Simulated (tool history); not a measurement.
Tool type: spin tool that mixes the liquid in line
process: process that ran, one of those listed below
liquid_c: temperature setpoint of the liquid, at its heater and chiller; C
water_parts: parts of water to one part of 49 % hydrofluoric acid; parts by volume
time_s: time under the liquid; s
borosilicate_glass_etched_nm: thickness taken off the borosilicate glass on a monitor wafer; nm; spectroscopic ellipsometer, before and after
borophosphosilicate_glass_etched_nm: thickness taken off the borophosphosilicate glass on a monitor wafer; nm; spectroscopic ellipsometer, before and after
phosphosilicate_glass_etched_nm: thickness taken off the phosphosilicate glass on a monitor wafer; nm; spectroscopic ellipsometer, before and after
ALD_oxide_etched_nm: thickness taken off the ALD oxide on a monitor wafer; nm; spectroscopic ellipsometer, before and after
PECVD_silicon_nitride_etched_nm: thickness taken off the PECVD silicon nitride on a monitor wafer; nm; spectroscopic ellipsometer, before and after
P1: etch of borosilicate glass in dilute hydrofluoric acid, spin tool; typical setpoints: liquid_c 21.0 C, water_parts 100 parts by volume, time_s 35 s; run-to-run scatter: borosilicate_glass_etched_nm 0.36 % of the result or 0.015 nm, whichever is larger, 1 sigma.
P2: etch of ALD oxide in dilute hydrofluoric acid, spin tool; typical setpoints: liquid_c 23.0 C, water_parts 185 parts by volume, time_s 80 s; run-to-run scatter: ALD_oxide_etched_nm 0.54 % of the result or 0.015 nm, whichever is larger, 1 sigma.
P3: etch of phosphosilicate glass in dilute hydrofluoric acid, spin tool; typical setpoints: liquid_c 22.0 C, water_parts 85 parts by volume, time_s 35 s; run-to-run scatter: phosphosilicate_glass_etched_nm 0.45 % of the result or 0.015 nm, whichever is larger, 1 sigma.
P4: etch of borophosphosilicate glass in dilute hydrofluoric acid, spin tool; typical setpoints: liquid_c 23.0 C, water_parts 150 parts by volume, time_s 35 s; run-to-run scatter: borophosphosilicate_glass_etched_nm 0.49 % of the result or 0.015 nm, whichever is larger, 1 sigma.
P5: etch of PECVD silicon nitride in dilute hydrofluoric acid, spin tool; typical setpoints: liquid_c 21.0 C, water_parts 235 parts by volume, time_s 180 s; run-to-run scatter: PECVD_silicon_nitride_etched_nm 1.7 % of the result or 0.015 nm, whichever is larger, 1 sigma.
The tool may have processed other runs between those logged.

run     day  process  liquid_c  water_parts  time_s  hours since the thermometer was replaced  hours since the hydrofluoric acid flow meter was replaced  borosilicate_glass_etched_nm  borophosphosilicate_glass_etched_nm  phosphosilicate_glass_etched_nm  ALD_oxide_etched_nm  PECVD_silicon_nitride_etched_nm
  1   0.438       P1      21.0          100      35                                     499.8                                                      395.8                       11.4530
  2   0.879       P4      23.0          150      60                                     510.4                                                      406.4                                                             9.6976
  3   1.417       P1      21.0          100      15                                     523.3                                                      419.3                        4.9123
  4   1.812       P1      21.0          165      35                                     532.8                                                      428.8                        6.4757
  5   2.492       P3      22.0           85      35                                     549.1                                                      445.1                                                                                              26.970
  6   3.171       P4      23.0          150      35                                     565.4                                                      461.4                                                             5.6405
  7   3.696       P1      21.0           45      35                                     578.0                                                      474.0                       27.1890
  8   4.175       P2      23.0          185      80                                     589.5                                                      485.5                                                                                                                   11.578
  9   4.896       P1      26.5          100      35                                     606.8                                                      502.8                       14.2430
 10   5.471       P4      23.0           25      35                                     620.6                                                      516.6                                                            39.5750
 11   6.162       P5      21.0          235     180                                     637.2                                                      533.2                                                                                                                                                    1.2740
 12   6.662       P1      21.0          100      35                                     649.2                                                      545.2                       11.4240
 13   7.383       P3      26.0           85      35                                     666.5                                                      562.5                                                                                              31.486
 14   7.804       P1      21.0          100      35                                     676.6                                                      572.6                       11.4570
 15   8.438       P2      23.0          185     150                                     691.8                                                      587.8                                                                                                                   21.977
 16   8.962       P2      23.0          185      80                                     704.4                                                      600.4                                                                                                                   11.536
 17   9.562       P1      21.0          100      35                                     718.8                                                      614.8                       11.4720
      9.804  -- hydrofluoric acid flow meter replaced
 18  10.262       P1      17.0          100      35                                     735.6                                                       11.0                        9.7558
 19  10.908       P1      21.0          180      15                                     751.1                                                       26.5                        2.5100
 20  11.567       P5      21.0           70     180                                     766.9                                                       42.3                                                                                                                                                    4.0004
 21  11.908       P3      22.0          145      35                                     775.1                                                       50.5                                                                                              14.638
 22  12.488       P1      21.0          100      50                                     789.0                                                       64.4                       16.2700
 23  13.179       P1      21.0          100      35                                     805.6                                                       81.0                       11.3950

What will run 24 give?
 24  13.588       P3      22.0           85      35                                     815.4                                                       90.8                                                                                                   ?

{"run 24": {"phosphosilicate_glass_etched_nm": 26.9}}
